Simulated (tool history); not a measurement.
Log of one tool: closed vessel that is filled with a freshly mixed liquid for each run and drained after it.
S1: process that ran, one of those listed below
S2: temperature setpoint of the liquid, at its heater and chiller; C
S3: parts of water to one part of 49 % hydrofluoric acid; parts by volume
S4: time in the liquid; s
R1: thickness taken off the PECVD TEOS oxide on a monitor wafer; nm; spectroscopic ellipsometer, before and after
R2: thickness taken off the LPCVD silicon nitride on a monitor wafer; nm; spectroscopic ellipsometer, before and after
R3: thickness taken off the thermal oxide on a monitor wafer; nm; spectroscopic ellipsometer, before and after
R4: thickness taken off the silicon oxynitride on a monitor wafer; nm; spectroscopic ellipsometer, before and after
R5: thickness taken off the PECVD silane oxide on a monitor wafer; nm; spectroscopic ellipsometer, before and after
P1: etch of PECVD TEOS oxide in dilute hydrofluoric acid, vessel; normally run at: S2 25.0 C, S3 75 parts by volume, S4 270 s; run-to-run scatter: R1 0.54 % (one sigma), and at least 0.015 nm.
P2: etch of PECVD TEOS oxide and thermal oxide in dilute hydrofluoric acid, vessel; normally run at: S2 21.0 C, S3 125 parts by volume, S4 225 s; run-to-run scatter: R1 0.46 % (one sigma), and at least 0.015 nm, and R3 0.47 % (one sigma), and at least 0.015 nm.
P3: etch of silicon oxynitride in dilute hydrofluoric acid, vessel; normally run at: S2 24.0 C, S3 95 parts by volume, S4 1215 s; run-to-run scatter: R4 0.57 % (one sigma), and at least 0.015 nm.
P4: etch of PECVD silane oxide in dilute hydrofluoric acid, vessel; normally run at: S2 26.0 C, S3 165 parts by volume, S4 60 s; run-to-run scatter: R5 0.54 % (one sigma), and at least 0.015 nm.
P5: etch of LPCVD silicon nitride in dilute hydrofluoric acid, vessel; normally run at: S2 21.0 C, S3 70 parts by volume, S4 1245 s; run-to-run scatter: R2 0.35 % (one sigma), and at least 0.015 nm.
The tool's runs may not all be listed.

| run | day | S1 | S2 | S3 | S4 | R1 | R2 | R3 | R4 | R5 |
|---|---|---|---|---|---|---|---|---|---|---|
| 1 | 0.354 | P1 | 25.0 | 75 | 270 | 56.303 |  |  |  |  |
| 2 | 0.588 | P5 | 24.5 | 70 | 1245 |  | 8.3933 |  |  |  |
| 3 | 0.833 | P1 | 25.0 | 75 | 270 | 55.594 |  |  |  |  |
| 4 | 1.125 | P1 | 25.0 | 75 | 270 | 56.134 |  |  |  |  |
| 5 | 1.317 | P2 | 21.0 | 70 | 225 | 45.669 |  | 14.8060 |  |  |
| 6 | 1.708 | P3 | 19.5 | 95 | 1215 |  |  |  | 23.090 |  |
| 7 | 1.971 | P1 | 31.5 | 135 | 270 | 36.523 |  |  |  |  |
| 8 | 2.179 | P5 | 21.0 | 70 | 1245 |  | 6.7105 |  |  |  |
| 9 | 2.392 | P2 | 25.0 | 125 | 225 | 28.200 |  | 9.0737 |  |  |
|  | 2.512 | hydrofluoric acid flow meter replaced |
| 10 | 2.738 | P1 | 25.0 | 75 | 270 | 55.415 |  |  |  |  |
| 11 | 3.142 | P3 | 24.0 | 95 | 2025 |  |  |  | 47.532 |  |
| 12 | 3.533 | P2 | 21.0 | 125 | 440 | 46.877 |  | 15.0920 |  |  |
| 13 | 3.821 | P1 | 20.0 | 75 | 270 | 45.163 |  |  |  |  |
| 14 | 4.096 | P1 | 25.0 | 75 | 270 | 55.744 |  |  |  |  |
| 15 | 4.388 | P1 | 25.0 | 75 | 270 | 55.704 |  |  |  |  |
| 16 | 4.621 | P1 | 25.0 | 20 | 270 | 226.290 |  |  |  |  |
| 17 | 4.975 | P4 | 26.0 | 225 | 60 |  |  |  |  | 11.112 |
| 18 | 5.229 | P4 | 26.0 | 165 | 115 |  |  |  |  | 30.891 |
| 19 | 5.446 | P2 | 21.0 | 125 | 225 | 23.930 |  | 7.7318 |  |  |
| 20 | 5.842 | P4 | 31.5 | 165 | 60 |  |  |  |  | 19.921 |
| 21 | 6.083 | P4 | 26.0 | 165 | 60 |  |  |  |  | 16.117 |
| 22 | 6.421 | P5 | 21.0 | 30 | 1245 |  | 15.1100 |  |  |  |
| 23 | 6.796 | P5 | 21.0 | 70 | 1245 |  | 6.6910 |  |  |  |
| 24 | 7.017 | P3 | 24.0 | 160 | 1215 |  |  |  | 16.149 |  |
| 25 | 7.317 | P1 | 25.0 | 75 | 115 | 23.839 |  |  |  |  |
| 26 | 7.521 | P2 | 21.0 | 125 | 225 | 23.865 |  | 7.7636 |  |  |

Run 27 comes next. What will it give?
| 27 | 7.762 | P1 | 25.0 | 105 | 270 | ? |  |  |  |  |

{"run 27": {"R1": 38.535}}
